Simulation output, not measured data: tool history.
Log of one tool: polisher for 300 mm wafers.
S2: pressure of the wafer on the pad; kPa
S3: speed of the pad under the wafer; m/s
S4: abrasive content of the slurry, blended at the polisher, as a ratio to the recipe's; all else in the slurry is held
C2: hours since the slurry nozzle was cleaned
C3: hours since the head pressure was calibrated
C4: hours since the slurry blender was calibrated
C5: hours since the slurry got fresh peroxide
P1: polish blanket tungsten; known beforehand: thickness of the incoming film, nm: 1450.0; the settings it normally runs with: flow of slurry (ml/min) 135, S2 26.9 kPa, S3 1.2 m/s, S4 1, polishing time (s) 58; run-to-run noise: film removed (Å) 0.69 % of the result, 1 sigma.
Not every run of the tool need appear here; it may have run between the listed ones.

{"run": 1, "hour": 7.6, "flow of slurry (ml/min)": 135, "S2": 26.9, "S3": 1.2, "S4": 1, "polishing time (s)": 58, "wafers polished on this pad": 711, "C2": 231.9, "C3": 561.9, "C4": 362.7, "C5": 21.8, "film removed (Å)": 3769}
{"run": 2, "hour": 15.0, "flow of slurry (ml/min)": 135, "S2": 26.9, "S3": 1.2, "S4": 1.45, "polishing time (s)": 58, "wafers polished on this pad": 763, "C2": 239.3, "C3": 569.3, "C4": 370.1, "C5": 29.2, "film removed (Å)": 4177}
{"run": 3, "hour": 22.1, "flow of slurry (ml/min)": 180, "S2": 35.2, "S3": 1.2, "S4": 1, "polishing time (s)": 58, "wafers polished on this pad": 814, "C2": 246.4, "C3": 576.4, "C4": 377.2, "C5": 36.3, "film removed (Å)": 5224.7}
{"run": 4, "hour": 35.6, "flow of slurry (ml/min)": 135, "S2": 26.9, "S3": 1.2, "S4": 1, "polishing time (s)": 58, "wafers polished on this pad": 910, "C2": 259.9, "C3": 589.9, "C4": 390.7, "C5": 49.8, "film removed (Å)": 3757.2}
{"run": 5, "hour": 48.8, "flow of slurry (ml/min)": 135, "S2": 26.9, "S3": 1.2, "S4": 1, "polishing time (s)": 58, "wafers polished on this pad": 1004, "C2": 273.1, "C3": 603.1, "C4": 403.9, "C5": 63, "film removed (Å)": 3758}
{"run": 6, "hour": 56.5, "flow of slurry (ml/min)": 135, "S2": 26.9, "S3": 1.2, "S4": 1, "polishing time (s)": 58, "wafers polished on this pad": 1059, "C2": 280.8, "C3": 610.8, "C4": 411.6, "C5": 70.7, "film removed (Å)": 3792.3}
{"run": 7, "hour": 68.8, "flow of slurry (ml/min)": 135, "S2": 12.4, "S3": 1.2, "S4": 1, "polishing time (s)": 58, "wafers polished on this pad": 1147, "C2": 293.1, "C3": 623.1, "C4": 423.9, "C5": 83, "film removed (Å)": 1757.6}
{"run": 8, "hour": 75.9, "flow of slurry (ml/min)": 135, "S2": 26.9, "S3": 1.2, "S4": 1, "polishing time (s)": 58, "wafers polished on this pad": 1198, "C2": 300.2, "C3": 630.2, "C4": 431, "C5": 90.1, "film removed (Å)": 3800.1}
{"run": 9, "hour": 87.3, "flow of slurry (ml/min)": 80, "S2": 26.9, "S3": 1.2, "S4": 1, "polishing time (s)": 58, "wafers polished on this pad": 1279, "C2": 311.6, "C3": 641.6, "C4": 442.4, "C5": 101.5, "film removed (Å)": 3338.7}
{"run": 10, "hour": 96.4, "flow of slurry (ml/min)": 135, "S2": 26.9, "S3": 1.2, "S4": 1, "polishing time (s)": 26, "wafers polished on this pad": 1344, "C2": 320.7, "C3": 650.7, "C4": 451.5, "C5": 110.6, "film removed (Å)": 1697.4}
{"hour": 98.8, "done": "slurry tank refilled with fresh slurry and peroxide"}
{"hour": 103.6, "done": "slurry blender recalibrated"}
{"run": 11, "hour": 109.9, "flow of slurry (ml/min)": 135, "S2": 26.9, "S3": 1.2, "S4": 1, "polishing time (s)": 91, "wafers polished on this pad": 1440, "C2": 334.2, "C3": 664.2, "C4": 6.4, "C5": 11.1, "film removed (Å)": 5955.3}
{"run": 12, "hour": 123.7, "flow of slurry (ml/min)": 135, "S2": 36.5, "S3": 1.2, "S4": 1, "polishing time (s)": 58, "wafers polished on this pad": 1538, "C2": 348, "C3": 678, "C4": 20.2, "C5": 24.9, "film removed (Å)": 5143.1}
{"run": 13, "hour": 134.4, "flow of slurry (ml/min)": 135, "S2": 26.9, "S3": 1.74, "S4": 1, "polishing time (s)": 58, "wafers polished on this pad": 1615, "C2": 358.7, "C3": 688.7, "C4": 30.9, "C5": 35.6, "film removed (Å)": 5478.6}
{"run": 14, "hour": 144.7, "flow of slurry (ml/min)": 135, "S2": 26.9, "S3": 0.64, "S4": 1, "polishing time (s)": 58, "wafers polished on this pad": 1688, "C2": 369, "C3": 699, "C4": 41.2, "C5": 45.9, "film removed (Å)": 2011.3}

Estimate the outcome of run 15 from the log above:
{"run": 15, "hour": 156.6, "flow of slurry (ml/min)": 205, "S2": 26.9, "S3": 1.2, "S4": 1, "polishing time (s)": 58, "wafers polished on this pad": 1773, "C2": 380.9, "C3": 710.9, "C4": 53.1, "C5": 57.8, "film removed (Å)": "?"}

film removed (Å): 4087.1
